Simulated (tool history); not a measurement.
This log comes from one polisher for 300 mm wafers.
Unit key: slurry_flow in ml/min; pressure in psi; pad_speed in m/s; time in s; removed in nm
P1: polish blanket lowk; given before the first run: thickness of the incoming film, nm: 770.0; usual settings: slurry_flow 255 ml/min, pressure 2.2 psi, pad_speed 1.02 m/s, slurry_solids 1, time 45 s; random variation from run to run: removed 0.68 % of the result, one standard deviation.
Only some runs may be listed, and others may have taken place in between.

run,day,slurry_flow,pressure,pad_speed,slurry_solids,time,wafers polished on this pad,hours since the slurry nozzle was cleaned,hours since the head pressure was calibrated,hours since the slurry blender was calibrated,hours since the conditioning disc was replaced,removed
1,0.488,255,2.2,1.02,1,45,471,417.9,840.7,172.7,460.7,17.901
2,0.925,390,2.2,1.02,1,45,541,428.4,851.2,183.2,471.2,18.451
3,1.538,255,2.2,1.02,1,23,637,443.1,865.9,197.9,485.9,9.243
4,1.942,255,2.2,1.48,0.7,45,701,452.8,875.6,207.6,495.6,20.106
5,2.371,255,3.2,1.02,1,45,769,463.1,885.9,217.9,505.9,26.078
6,2.812,255,2.2,1.58,1,45,839,473.7,896.5,228.5,516.5,25.111
7,3.496,255,2.2,1.02,1,45,947,490.1,912.9,244.9,532.9,17.651
8,4.288,255,2.2,0.46,1,45,1072,509.1,931.9,263.9,551.9,9.5642
9,4.696,255,2.2,1.02,1,45,1137,518.9,941.7,273.7,561.7,17.911
# day 5.083: slurry blender recalibrated
10,5.117,170,2.2,1.02,1,45,1203,529,951.8,0.9,571.8,16.966
11,5.846,255,2.2,1.02,1,45,1319,546.5,969.3,18.4,589.3,17.945
12,6.533,255,1,1.02,1,45,1427,563,985.8,34.9,605.8,8.134
13,7.242,255,2.2,1.02,1.45,45,1540,580,1002.8,51.9,622.8,20.714
14,7.633,255,2.2,1.02,1,45,1601,589.4,1012.2,61.3,632.2,17.598
15,8.054,255,2.2,1.02,1,71,1668,599.5,1022.3,71.4,642.3,28.066
16,8.825,255,2.2,1.02,0.55,45,1790,618,1040.8,89.9,660.8,13.106
17,9.188,255,2.2,1.02,1,45,1847,626.7,1049.5,98.6,669.5,17.85
18,9.825,255,2.2,1.02,1,45,1948,642,1064.8,113.9,684.8,17.604
19,10.188,255,2.2,1.02,1,45,2005,650.7,1073.5,122.6,693.5,17.152
20,10.708,255,2.2,1.02,1,45,2088,663.2,1086,135.1,706,16.756
21,11.117,255,2.2,1.02,1,45,2152,673,1095.8,144.9,715.8,16.327
# day 11.308: head pressure recalibrated
22,11.775,255,2.2,1.02,1,45,2256,688.8,11.2,160.7,731.6,16.208
23,12.342,255,2.2,1.02,1,45,2346,702.4,24.8,174.3,745.2,16.092
# day 12.633: slurry nozzle cleaned
# day 12.738: conditioning disc replaced and pad reconditioned
24,12.738,255,2.2,1.02,1,45,2409,2.5,34.3,183.8,0.1,16.164
25,13.283,255,2.2,1.02,1,45,2495,15.6,47.4,196.9,13.2,16.044
26,14.033,255,2.2,1.02,1,45,2614,33.6,65.4,214.9,31.2,15.91

Compared with where it was, what P1 gives has crept away. Each cause listed below fits the log as well as the rest, at the size given for it:
A: abrasive missing from the slurry, % = 21.3
B: removal rate lost through wear of the pad, % = 10.9
The drift started at roughly day 9.825.
Why every other cause is out:
slurry flow missing at the pad, %: was serviced at day 12.633, once the creep was under way, yet the earlier output never came back
head's pressure below its setpoint, %: was serviced at day 11.308, once the creep was under way, yet the earlier output never came back
time polished since the conditioner stopped cutting, s: was serviced at day 12.738, once the creep was under way, yet the earlier output never came back

Consider the 4 check runs below, whose results appear as question marks and each of which averages 3 wafers. Which one distinguishes the causes, in that each cause would give it a clearly different result?
check 1,14.783,255,2.2,1.54,0.6,45,,,,,,?
check 2,14.783,365,2.2,0.46,1,45,,,,,,?
check 3,14.783,255,2.2,0.66,1,45,,,,,,?
check 4,14.783,255,2.2,1.58,1,69,,,,,,?

What each check would give under each cause:
check,result,if A,if B
check 1,removed,16.45,16.963
check 2,removed,8.671,8.6763
check 3,removed,11.216,11.222
check 4,removed,34.574,34.595
Minimum pairwise separation of causes per check, each pair taken at its best-separating result: check 1 3.07 %; check 2 0.06 %; check 3 0.06 %; check 4 0.06 %
Check 1 tells the causes apart: in the others they would give nearly the same result.

Then check 1 was run and gave: removed 17.008 nm. Which cause is it?

B is the cause: removal rate lost through wear of the pad, %.
